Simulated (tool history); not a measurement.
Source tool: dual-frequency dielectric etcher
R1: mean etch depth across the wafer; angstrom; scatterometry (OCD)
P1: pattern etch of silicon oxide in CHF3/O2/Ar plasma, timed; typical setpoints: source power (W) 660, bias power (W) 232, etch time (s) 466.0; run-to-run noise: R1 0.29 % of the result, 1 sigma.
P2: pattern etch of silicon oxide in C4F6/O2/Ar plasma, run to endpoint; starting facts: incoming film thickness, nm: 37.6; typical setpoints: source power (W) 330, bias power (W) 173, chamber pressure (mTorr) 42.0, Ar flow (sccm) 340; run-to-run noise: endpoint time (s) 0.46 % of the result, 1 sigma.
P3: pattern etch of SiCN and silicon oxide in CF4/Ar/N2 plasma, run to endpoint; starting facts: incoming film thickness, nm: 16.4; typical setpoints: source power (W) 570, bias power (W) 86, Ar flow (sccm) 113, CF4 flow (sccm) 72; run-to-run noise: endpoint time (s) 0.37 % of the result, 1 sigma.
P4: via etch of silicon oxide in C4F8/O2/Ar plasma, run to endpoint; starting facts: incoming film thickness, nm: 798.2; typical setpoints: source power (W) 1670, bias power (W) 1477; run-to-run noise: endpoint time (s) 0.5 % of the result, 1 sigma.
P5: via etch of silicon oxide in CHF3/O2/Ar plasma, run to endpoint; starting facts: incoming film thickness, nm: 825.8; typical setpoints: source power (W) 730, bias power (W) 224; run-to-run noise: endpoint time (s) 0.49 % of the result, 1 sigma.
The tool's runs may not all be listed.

run 1 hour=4.6 | process_that_ran=P1 source_power_(W)=660 bias_power_(W)=232 etch_time_(s)=466.0 | R1=10587.0
run 2 hour=8.7 | process_that_ran=P4 source_power_(W)=1670 bias_power_(W)=1477 | endpoint_time_(s)=180.360
run 3 hour=14.7 | process_that_ran=P1 source_power_(W)=660 bias_power_(W)=232 etch_time_(s)=466.0 | R1=10540.0
run 4 hour=18.1 | process_that_ran=P4 source_power_(W)=1020 bias_power_(W)=1477 | endpoint_time_(s)=222.410
run 5 hour=21.0 | process_that_ran=P5 source_power_(W)=730 bias_power_(W)=309 | endpoint_time_(s)=321.000
run 6 hour=25.1 | process_that_ran=P1 source_power_(W)=660 bias_power_(W)=232 etch_time_(s)=466.0 | R1=10548.0
run 7 hour=31.0 | process_that_ran=P3 source_power_(W)=570 bias_power_(W)=86 Ar_flow_(sccm)=113 CF4_flow_(sccm)=72 | endpoint_time_(s)=14.501
run 8 hour=34.5 | process_that_ran=P1 source_power_(W)=660 bias_power_(W)=232 etch_time_(s)=466.0 | R1=10545.0
run 9 hour=38.8 | process_that_ran=P1 source_power_(W)=810 bias_power_(W)=232 etch_time_(s)=466.0 | R1=11426.0
run 10 hour=41.9 | process_that_ran=P1 source_power_(W)=660 bias_power_(W)=232 etch_time_(s)=466.0 | R1=10568.0
run 11 hour=46.5 | process_that_ran=P3 source_power_(W)=570 bias_power_(W)=86 Ar_flow_(sccm)=113 CF4_flow_(sccm)=98 | endpoint_time_(s)=13.926
run 12 hour=50.7 | process_that_ran=P3 source_power_(W)=420 bias_power_(W)=86 Ar_flow_(sccm)=113 CF4_flow_(sccm)=72 | endpoint_time_(s)=19.100
run 13 hour=56.4 | process_that_ran=P3 source_power_(W)=570 bias_power_(W)=86 Ar_flow_(sccm)=69 CF4_flow_(sccm)=72 | endpoint_time_(s)=13.758
run 14 hour=60.5 | process_that_ran=P1 source_power_(W)=480 bias_power_(W)=232 etch_time_(s)=466.0 | R1=9339.6
run 15 hour=65.5 | process_that_ran=P4 source_power_(W)=1670 bias_power_(W)=1477 | endpoint_time_(s)=181.850
run 16 hour=69.2 | process_that_ran=P1 source_power_(W)=660 bias_power_(W)=292 etch_time_(s)=466.0 | R1=11483.0
run 17 hour=74.6 | process_that_ran=P1 source_power_(W)=660 bias_power_(W)=232 etch_time_(s)=466.0 | R1=10496.0
run 18 hour=78.6 | process_that_ran=P2 source_power_(W)=330 bias_power_(W)=235 Ar_flow_(sccm)=340 chamber_pressure_(mTorr)=42.0 | endpoint_time_(s)=12.357
-- hour=80.3 wet clean of the chamber
run 19 hour=81.3 | process_that_ran=P1 source_power_(W)=660 bias_power_(W)=232 etch_time_(s)=613.5 | R1=13934.0
run 20 hour=85.4 | process_that_ran=P2 source_power_(W)=330 bias_power_(W)=173 Ar_flow_(sccm)=340 chamber_pressure_(mTorr)=33.5 | endpoint_time_(s)=13.117
run 21 hour=89.6 | process_that_ran=P1 source_power_(W)=660 bias_power_(W)=232 etch_time_(s)=344.0 | R1=7806.2
run 22 hour=94.0 | process_that_ran=P5 source_power_(W)=430 bias_power_(W)=224 | endpoint_time_(s)=438.600
run 23 hour=99.8 | process_that_ran=P3 source_power_(W)=570 bias_power_(W)=58 Ar_flow_(sccm)=113 CF4_flow_(sccm)=72 | endpoint_time_(s)=16.646
run 24 hour=103.3 | process_that_ran=P4 source_power_(W)=1670 bias_power_(W)=1831 | endpoint_time_(s)=171.110
run 25 hour=106.0 | process_that_ran=P5 source_power_(W)=730 bias_power_(W)=224 | endpoint_time_(s)=358.580
run 26 hour=110.3 | process_that_ran=P3 source_power_(W)=570 bias_power_(W)=86 Ar_flow_(sccm)=113 CF4_flow_(sccm)=72 | endpoint_time_(s)=14.559
run 27 hour=113.3 | process_that_ran=P2 source_power_(W)=260 bias_power_(W)=173 Ar_flow_(sccm)=340 chamber_pressure_(mTorr)=42.0 | endpoint_time_(s)=14.771
run 28 hour=119.3 | process_that_ran=P2 source_power_(W)=330 bias_power_(W)=173 Ar_flow_(sccm)=427 chamber_pressure_(mTorr)=42.0 | endpoint_time_(s)=13.862
run 29 hour=123.1 | process_that_ran=P2 source_power_(W)=330 bias_power_(W)=173 Ar_flow_(sccm)=340 chamber_pressure_(mTorr)=42.0 | endpoint_time_(s)=13.352
run 30 hour=127.7 | process_that_ran=P1 source_power_(W)=660 bias_power_(W)=185 etch_time_(s)=466.0 | R1=9745.3
run 31 hour=133.1 | process_that_ran=P2 source_power_(W)=330 bias_power_(W)=173 Ar_flow_(sccm)=340 chamber_pressure_(mTorr)=42.0 | endpoint_time_(s)=13.480
run 32 hour=137.4 | process_that_ran=P1 source_power_(W)=830 bias_power_(W)=144 etch_time_(s)=466.0 | R1=9806.6
run 33 hour=142.0 | process_that_ran=P1 source_power_(W)=660 bias_power_(W)=232 etch_time_(s)=466.0 | R1=10488.0
run 34 hour=145.7 | process_that_ran=P1 source_power_(W)=660 bias_power_(W)=232 etch_time_(s)=466.0 | R1=10630.0
run 35 hour=149.2 | process_that_ran=P1 source_power_(W)=660 bias_power_(W)=232 etch_time_(s)=466.0 | R1=10653.0
run 36 hour=152.7 | process_that_ran=P1 source_power_(W)=660 bias_power_(W)=232 etch_time_(s)=466.0 | R1=10664.0
run 37 hour=158.1 | process_that_ran=P1 source_power_(W)=660 bias_power_(W)=232 etch_time_(s)=466.0 | R1=10682.0
run 38 hour=163.4 | process_that_ran=P1 source_power_(W)=660 bias_power_(W)=232 etch_time_(s)=466.0 | R1=10728.0
-- hour=163.6 wet clean of the chamber
run 39 hour=168.3 | process_that_ran=P1 source_power_(W)=660 bias_power_(W)=232 etch_time_(s)=466.0 | R1=10732.0
run 40 hour=174.4 | process_that_ran=P1 source_power_(W)=660 bias_power_(W)=232 etch_time_(s)=466.0 | R1=10646.0

The output of P1 has drifted from where it used to be. Each of the 2 causes below, taken at the size shown beside it, accounts for the log equally well:
A: bias power that arrives over what is set, % = 4.22
B: source power that arrives over what is set, % = 3.92
Onset of the creep was near hour 142.0.
All other causes, with the reason each is excluded:
chamber walls in a state that raises the etch rate, %: was serviced at hour 163.6, once the creep was under way, yet the earlier output never came back

4 check runs are offered, each on 2 wafers whose results are averaged, their results left as question marks. Which one tells the causes apart?
run check 1 hour=180.5 | process_that_ran=P2 source_power_(W)=270 bias_power_(W)=233 Ar_flow_(sccm)=340 chamber_pressure_(mTorr)=42.0 | endpoint_time_(s)=?
run check 2 hour=180.5 | process_that_ran=P5 source_power_(W)=480 bias_power_(W)=293 | endpoint_time_(s)=?
run check 3 hour=180.5 | process_that_ran=P4 source_power_(W)=1300 bias_power_(W)=1823 | endpoint_time_(s)=?
run check 4 hour=180.5 | process_that_ran=P3 source_power_(W)=570 bias_power_(W)=60 Ar_flow_(sccm)=113 CF4_flow_(sccm)=72 | endpoint_time_(s)=?

Predicted outcomes, by check and by cause:
check=check_1 result=endpoint_time_(s) if_A=13.044 if_B=13.038
check=check_2 result=endpoint_time_(s) if_A=376.290 if_B=376.710
check=check_3 result=endpoint_time_(s) if_A=187.910 if_B=187.290
check=check_4 result=endpoint_time_(s) if_A=16.261 if_B=15.927
Minimum pairwise separation of causes per check, each pair taken at its best-separating result: check 1 0.05 %; check 2 0.11 %; check 3 0.33 %; check 4 2.07 %
Only check 4 tells the causes apart: in the others they would give nearly the same result.

Check 4 was carried out, with these results: endpoint time (s) 15.968. Which of the listed causes is responsible?

Of the candidate causes, it is B: source power that arrives over what is set, %.
